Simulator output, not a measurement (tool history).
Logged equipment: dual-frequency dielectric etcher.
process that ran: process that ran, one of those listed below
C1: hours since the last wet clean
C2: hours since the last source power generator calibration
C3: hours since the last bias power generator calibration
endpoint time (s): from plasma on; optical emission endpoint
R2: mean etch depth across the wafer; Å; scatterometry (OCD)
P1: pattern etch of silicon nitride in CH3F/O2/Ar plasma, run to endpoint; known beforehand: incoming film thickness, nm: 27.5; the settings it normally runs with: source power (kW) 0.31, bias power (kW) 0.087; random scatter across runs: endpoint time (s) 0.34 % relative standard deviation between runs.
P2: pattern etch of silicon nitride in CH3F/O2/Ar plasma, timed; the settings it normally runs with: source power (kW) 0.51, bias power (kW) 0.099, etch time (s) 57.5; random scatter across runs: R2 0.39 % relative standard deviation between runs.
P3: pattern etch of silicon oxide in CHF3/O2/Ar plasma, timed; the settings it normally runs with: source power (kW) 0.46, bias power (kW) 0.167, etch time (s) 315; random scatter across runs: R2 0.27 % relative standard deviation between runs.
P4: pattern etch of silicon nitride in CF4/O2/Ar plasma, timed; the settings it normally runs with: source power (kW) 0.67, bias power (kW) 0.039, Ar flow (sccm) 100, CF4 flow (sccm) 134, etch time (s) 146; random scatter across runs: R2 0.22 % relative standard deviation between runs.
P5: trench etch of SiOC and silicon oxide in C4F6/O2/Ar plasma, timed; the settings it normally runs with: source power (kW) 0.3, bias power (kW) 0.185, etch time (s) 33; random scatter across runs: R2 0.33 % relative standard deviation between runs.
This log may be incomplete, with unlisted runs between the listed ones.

{"run": 1, "hour": 11.6, "process that ran": "P1", "source power (kW)": 0.31, "bias power (kW)": 0.087, "C1": 280.6, "C2": 1823.8, "C3": 804.9, "endpoint time (s)": 41.535}
{"run": 2, "hour": 27.1, "process that ran": "P3", "source power (kW)": 0.46, "bias power (kW)": 0.128, "etch time (s)": 315, "C1": 296.1, "C2": 1839.3, "C3": 820.4, "R2": 4937.5}
{"run": 3, "hour": 35.3, "process that ran": "P2", "source power (kW)": 0.51, "bias power (kW)": 0.099, "etch time (s)": 57.5, "C1": 304.3, "C2": 1847.5, "C3": 828.6, "R2": 497.05}
{"run": 4, "hour": 45.6, "process that ran": "P5", "source power (kW)": 0.37, "bias power (kW)": 0.185, "etch time (s)": 33, "C1": 314.6, "C2": 1857.8, "C3": 838.9, "R2": 647.33}
{"run": 5, "hour": 55.1, "process that ran": "P5", "source power (kW)": 0.3, "bias power (kW)": 0.185, "etch time (s)": 33, "C1": 324.1, "C2": 1867.3, "C3": 848.4, "R2": 596.6}
{"run": 6, "hour": 64.6, "process that ran": "P4", "source power (kW)": 0.67, "bias power (kW)": 0.039, "etch time (s)": 146, "Ar flow (sccm)": 100, "CF4 flow (sccm)": 167, "C1": 333.6, "C2": 1876.8, "C3": 857.9, "R2": 3568.7}
{"run": 7, "hour": 78.2, "process that ran": "P4", "source power (kW)": 0.67, "bias power (kW)": 0.039, "etch time (s)": 179.5, "Ar flow (sccm)": 100, "CF4 flow (sccm)": 134, "C1": 347.2, "C2": 1890.4, "C3": 871.5, "R2": 4287}
{"run": 8, "hour": 92.8, "process that ran": "P1", "source power (kW)": 0.31, "bias power (kW)": 0.087, "C1": 361.8, "C2": 1905, "C3": 886.1, "endpoint time (s)": 41.211}
{"run": 9, "hour": 100.1, "process that ran": "P2", "source power (kW)": 0.61, "bias power (kW)": 0.099, "etch time (s)": 57.5, "C1": 369.1, "C2": 1912.3, "C3": 893.4, "R2": 533.05}
{"run": 10, "hour": 108.9, "process that ran": "P1", "source power (kW)": 0.39, "bias power (kW)": 0.112, "C1": 377.9, "C2": 1921.1, "C3": 902.2, "endpoint time (s)": 34.754}
{"run": 11, "hour": 120.9, "process that ran": "P1", "source power (kW)": 0.43, "bias power (kW)": 0.087, "C1": 389.9, "C2": 1933.1, "C3": 914.2, "endpoint time (s)": 36.575}
{"run": 12, "hour": 134.4, "process that ran": "P4", "source power (kW)": 0.67, "bias power (kW)": 0.039, "etch time (s)": 146, "Ar flow (sccm)": 81, "CF4 flow (sccm)": 134, "C1": 403.4, "C2": 1946.6, "C3": 927.7, "R2": 3570}
{"run": 13, "hour": 146.4, "process that ran": "P3", "source power (kW)": 0.46, "bias power (kW)": 0.167, "etch time (s)": 315, "C1": 415.4, "C2": 1958.6, "C3": 939.7, "R2": 5381.5}
{"run": 14, "hour": 156.3, "process that ran": "P2", "source power (kW)": 0.51, "bias power (kW)": 0.099, "etch time (s)": 71, "C1": 425.3, "C2": 1968.5, "C3": 949.6, "R2": 616.88}
{"run": 15, "hour": 171.4, "process that ran": "P4", "source power (kW)": 0.67, "bias power (kW)": 0.031, "etch time (s)": 146, "Ar flow (sccm)": 100, "CF4 flow (sccm)": 134, "C1": 440.4, "C2": 1983.6, "C3": 964.7, "R2": 3235.5}
{"run": 16, "hour": 186.5, "process that ran": "P1", "source power (kW)": 0.31, "bias power (kW)": 0.087, "C1": 455.5, "C2": 1998.7, "C3": 979.8, "endpoint time (s)": 41.579}
{"run": 17, "hour": 196.3, "process that ran": "P4", "source power (kW)": 0.67, "bias power (kW)": 0.039, "etch time (s)": 146, "Ar flow (sccm)": 100, "CF4 flow (sccm)": 134, "C1": 465.3, "C2": 2008.5, "C3": 989.6, "R2": 3485}
{"run": 18, "hour": 203.8, "process that ran": "P1", "source power (kW)": 0.31, "bias power (kW)": 0.087, "C1": 472.8, "C2": 2016, "C3": 997.1, "endpoint time (s)": 41.434}
{"run": 19, "hour": 212.0, "process that ran": "P1", "source power (kW)": 0.31, "bias power (kW)": 0.087, "C1": 481, "C2": 2024.2, "C3": 1005.3, "endpoint time (s)": 41.416}
{"run": 20, "hour": 224.4, "process that ran": "P3", "source power (kW)": 0.29, "bias power (kW)": 0.167, "etch time (s)": 315, "C1": 493.4, "C2": 2036.6, "C3": 1017.7, "R2": 4511.6}
{"run": 21, "hour": 235.0, "process that ran": "P4", "source power (kW)": 0.87, "bias power (kW)": 0.039, "etch time (s)": 146, "Ar flow (sccm)": 100, "CF4 flow (sccm)": 134, "C1": 504, "C2": 2047.2, "C3": 1028.3, "R2": 4385.9}
{"run": 22, "hour": 250.8, "process that ran": "P1", "source power (kW)": 0.31, "bias power (kW)": 0.053, "C1": 519.8, "C2": 2063, "C3": 1044.1, "endpoint time (s)": 49.294}
{"run": 23, "hour": 263.2, "process that ran": "P1", "source power (kW)": 0.31, "bias power (kW)": 0.087, "C1": 532.2, "C2": 2075.4, "C3": 1056.5, "endpoint time (s)": 41.203}
{"run": 24, "hour": 270.2, "process that ran": "P1", "source power (kW)": 0.21, "bias power (kW)": 0.087, "C1": 539.2, "C2": 2082.4, "C3": 1063.5, "endpoint time (s)": 47.765}
{"run": 25, "hour": 281.2, "process that ran": "P5", "source power (kW)": 0.3, "bias power (kW)": 0.185, "etch time (s)": 33, "C1": 550.2, "C2": 2093.4, "C3": 1074.5, "R2": 599.26}
{"run": 26, "hour": 294.0, "process that ran": "P5", "source power (kW)": 0.3, "bias power (kW)": 0.125, "etch time (s)": 33, "C1": 563, "C2": 2106.2, "C3": 1087.3, "R2": 529.33}
{"run": 27, "hour": 303.5, "process that ran": "P3", "source power (kW)": 0.46, "bias power (kW)": 0.167, "etch time (s)": 173.5, "C1": 572.5, "C2": 2115.7, "C3": 1096.8, "R2": 2954}
{"run": 28, "hour": 314.3, "process that ran": "P5", "source power (kW)": 0.3, "bias power (kW)": 0.185, "etch time (s)": 44, "C1": 583.3, "C2": 2126.5, "C3": 1107.6, "R2": 795.68}
{"run": 29, "hour": 322.2, "process that ran": "P3", "source power (kW)": 0.46, "bias power (kW)": 0.167, "etch time (s)": 315, "C1": 591.2, "C2": 2134.4, "C3": 1115.5, "R2": 5378.2}
{"run": 30, "hour": 330.6, "process that ran": "P2", "source power (kW)": 0.51, "bias power (kW)": 0.099, "etch time (s)": 57.5, "C1": 599.6, "C2": 2142.8, "C3": 1123.9, "R2": 498.62}
{"run": 31, "hour": 343.5, "process that ran": "P2", "source power (kW)": 0.51, "bias power (kW)": 0.058, "etch time (s)": 57.5, "C1": 612.5, "C2": 2155.7, "C3": 1136.8, "R2": 413.7}
{"run": 32, "hour": 356.3, "process that ran": "P1", "source power (kW)": 0.31, "bias power (kW)": 0.103, "C1": 625.3, "C2": 2168.5, "C3": 1149.6, "endpoint time (s)": 38.832}
{"run": 33, "hour": 367.0, "process that ran": "P1", "source power (kW)": 0.31, "bias power (kW)": 0.087, "C1": 636, "C2": 2179.2, "C3": 1160.3, "endpoint time (s)": 41.425}
{"run": 34, "hour": 375.1, "process that ran": "P1", "source power (kW)": 0.31, "bias power (kW)": 0.087, "C1": 644.1, "C2": 2187.3, "C3": 1168.4, "endpoint time (s)": 41.554}
{"run": 35, "hour": 389.8, "process that ran": "P1", "source power (kW)": 0.31, "bias power (kW)": 0.087, "C1": 658.8, "C2": 2202, "C3": 1183.1, "endpoint time (s)": 41.859}
{"run": 36, "hour": 405.4, "process that ran": "P1", "source power (kW)": 0.31, "bias power (kW)": 0.087, "C1": 674.4, "C2": 2217.6, "C3": 1198.7, "endpoint time (s)": 42.077}
{"hour": 414.2, "done": "wet clean of the chamber"}
{"run": 37, "hour": 415.0, "process that ran": "P1", "source power (kW)": 0.31, "bias power (kW)": 0.087, "C1": 0.8, "C2": 2227.2, "C3": 1208.3, "endpoint time (s)": 42.402}
{"run": 38, "hour": 424.2, "process that ran": "P1", "source power (kW)": 0.31, "bias power (kW)": 0.087, "C1": 10, "C2": 2236.4, "C3": 1217.5, "endpoint time (s)": 42.151}
{"run": 39, "hour": 438.4, "process that ran": "P1", "source power (kW)": 0.31, "bias power (kW)": 0.087, "C1": 24.2, "C2": 2250.6, "C3": 1231.7, "endpoint time (s)": 41.917}

Something has made what P1 gives creep away from where it was; the 2 causes below, each at its own stated size, fit the log equally well:
A: source power that arrives under what is set, % = 4.41
B: bias power that arrives under what is set, % = 4.54
The gradual shift began around hour 367.
Ruled out, with reasons:
chamber walls in a state that lowers the etch rate, %: serviced at hour 414.2, which brought nothing back

Listed below are the offered check runs, one wafer per run, with question marks in place of results. For which of them would the causes give clearly different outcomes?
{"run": "check 1", "hour": 452.6, "process that ran": "P2", "source power (kW)": 0.51, "bias power (kW)": 0.099, "etch time (s)": 57.5, "R2": "?"}
{"run": "check 2", "hour": 452.6, "process that ran": "P3", "source power (kW)": 0.46, "bias power (kW)": 0.167, "etch time (s)": 315, "R2": "?"}
{"run": "check 3", "hour": 452.6, "process that ran": "P4", "source power (kW)": 0.67, "bias power (kW)": 0.039, "etch time (s)": 146, "Ar flow (sccm)": 100, "CF4 flow (sccm)": 134, "R2": "?"}
{"run": "check 4", "hour": 452.6, "process that ran": "P5", "source power (kW)": 0.3, "bias power (kW)": 0.185, "etch time (s)": 33, "R2": "?"}

Predicted outcomes, by check and by cause:
check=check_1 result=R2 if_A=490.38 if_B=490.48
check=check_2 result=R2 if_A=5277.2 if_B=5285.7
check=check_3 result=R2 if_A=3347.9 if_B=3431.2
check=check_4 result=R2 if_A=586.21 if_B=587.6
How far apart the two closest causes lie, in the result that separates them most: check 1 0.02 %; check 2 0.16 %; check 3 2.46 %; check 4 0.24 %
Check 3 tells the causes apart: in the others they would give nearly the same result.

Check 3 was carried out, with these results: R2 3428.7 Å. Which of the listed causes is responsible?

The cause is B: bias power that arrives under what is set, %.
